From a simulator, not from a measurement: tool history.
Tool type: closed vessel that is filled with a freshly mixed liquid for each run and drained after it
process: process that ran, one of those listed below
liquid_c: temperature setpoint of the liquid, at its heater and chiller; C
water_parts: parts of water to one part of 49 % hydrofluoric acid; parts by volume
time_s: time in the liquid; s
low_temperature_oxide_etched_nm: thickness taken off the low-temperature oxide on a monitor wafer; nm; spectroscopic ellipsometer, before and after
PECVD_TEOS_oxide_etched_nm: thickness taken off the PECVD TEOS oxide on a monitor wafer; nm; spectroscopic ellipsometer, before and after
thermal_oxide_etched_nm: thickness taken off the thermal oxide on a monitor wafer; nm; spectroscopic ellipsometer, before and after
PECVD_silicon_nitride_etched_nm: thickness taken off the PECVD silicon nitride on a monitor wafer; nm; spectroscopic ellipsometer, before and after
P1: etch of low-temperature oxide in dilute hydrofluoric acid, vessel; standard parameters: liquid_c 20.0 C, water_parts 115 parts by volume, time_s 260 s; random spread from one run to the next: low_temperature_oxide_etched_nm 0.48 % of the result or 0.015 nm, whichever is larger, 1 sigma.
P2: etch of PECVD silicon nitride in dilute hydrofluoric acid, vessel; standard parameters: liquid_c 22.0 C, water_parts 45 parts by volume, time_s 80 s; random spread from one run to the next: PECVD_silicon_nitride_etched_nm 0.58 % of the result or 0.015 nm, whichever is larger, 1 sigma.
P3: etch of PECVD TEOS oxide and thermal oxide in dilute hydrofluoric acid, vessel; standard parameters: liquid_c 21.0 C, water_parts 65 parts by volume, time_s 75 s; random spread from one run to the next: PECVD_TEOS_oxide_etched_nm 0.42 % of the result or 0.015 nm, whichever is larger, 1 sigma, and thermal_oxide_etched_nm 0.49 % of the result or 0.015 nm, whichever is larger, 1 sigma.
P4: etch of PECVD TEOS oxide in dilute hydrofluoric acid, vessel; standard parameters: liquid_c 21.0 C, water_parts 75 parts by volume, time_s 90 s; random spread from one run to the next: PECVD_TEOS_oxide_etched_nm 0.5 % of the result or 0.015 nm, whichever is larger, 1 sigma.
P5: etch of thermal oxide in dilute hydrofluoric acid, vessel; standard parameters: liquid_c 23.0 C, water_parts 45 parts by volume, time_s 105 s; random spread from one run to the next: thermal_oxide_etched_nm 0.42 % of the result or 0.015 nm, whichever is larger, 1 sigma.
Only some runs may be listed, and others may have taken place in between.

run   hour  process  liquid_c  water_parts  time_s  hours since the thermometer was replaced  hours since the hydrofluoric acid flow meter was replaced  low_temperature_oxide_etched_nm  PECVD_TEOS_oxide_etched_nm  thermal_oxide_etched_nm  PECVD_silicon_nitride_etched_nm
  1    6.9       P1      20.0          115     260                                     577.7                                                      353.2                           29.772
  2   14.4       P1      20.0          115     385                                     585.2                                                      360.7                           43.630
  3   19.6       P4      21.0           75      90                                     590.4                                                      365.9                                                      14.9320
  4   27.0       P1      24.5          115     260                                     597.8                                                      373.3                           35.542
  5   32.6       P1      20.0          115     260                                     603.4                                                      378.9                           29.525
  6   39.3       P1      17.0          115     260                                     610.1                                                      385.6                           26.229
  7   48.0       P1      20.0          115     260                                     618.8                                                      394.3                           29.608
  8   56.7       P1      20.0          115     260                                     627.5                                                      403.0                           29.375
      63.9  -- hydrofluoric acid flow meter replaced
  9   65.3       P1      17.0          115     405                                     636.1                                                        1.4                           40.814
 10   70.0       P4      21.0          125      90                                     640.8                                                        6.1                                                       8.4270
 11   75.2       P5      23.0           20     105                                     646.0                                                       11.3                                                                               26.5800
 12   80.1       P1      20.0          180     260                                     650.9                                                       16.2                           17.700
 13   86.0       P1      20.0          115     260                                     656.8                                                       22.1                           29.728
 14   92.9       P1      17.0          115     390                                     663.7                                                       29.0                           38.831
 15  100.6       P4      21.0           75      90                                     671.4                                                       36.7                                                      14.8450
 16  109.1       P2      22.0           75      80                                     679.9                                                       45.2                                                                                                                 4.5614
 17  113.5       P3      25.5           65      75                                     684.3                                                       49.6                                                      19.3350                   6.2260
 18  118.0       P3      21.0           90      75                                     688.8                                                       54.1                                                      11.2590                   3.6158
 19  125.8       P3      21.0           65      30                                     696.6                                                       61.9                                                       6.4040                   2.0560
 20  131.3       P5      23.0           45     105                                     702.1                                                       67.4                                                                               11.4200
 21  135.8       P3      21.0           65      75                                     706.6                                                       71.9                                                      16.0540                   5.1330
 22  143.1       P1      20.0          115     120                                     713.9                                                       79.2                           13.658
 23  147.3       P1      26.5          200     260                                     718.1                                                       83.4                           19.731
 24  153.5       P4      21.0           75      30                                     724.3                                                       89.6                                                       4.9403
 25  158.2       P5      23.0           45     105                                     729.0                                                       94.3                                                                               11.5270
 26  163.8       P4      28.5           75      90                                     734.6                                                       99.9                                                      20.1980
 27  170.4       P2      22.0           45     125                                     741.2                                                      106.5                                                                                                                11.7990
 28  178.2       P3      21.0           65      75                                     749.0                                                      114.3                                                      16.1480                   5.1848
 29  186.5       P1      20.0           20     260                                     757.3                                                      122.6                          191.500
 30  191.1       P2      22.0           45      80                                     761.9                                                      127.2                                                                                                                 7.5562

Expected results for the next run?
 31  197.7       P2      29.0           45      80                                     768.5                                                      133.8                                                                                                                      ?

Run 31 came out at PECVD_silicon_nitride_etched_nm 12.0700 nm.
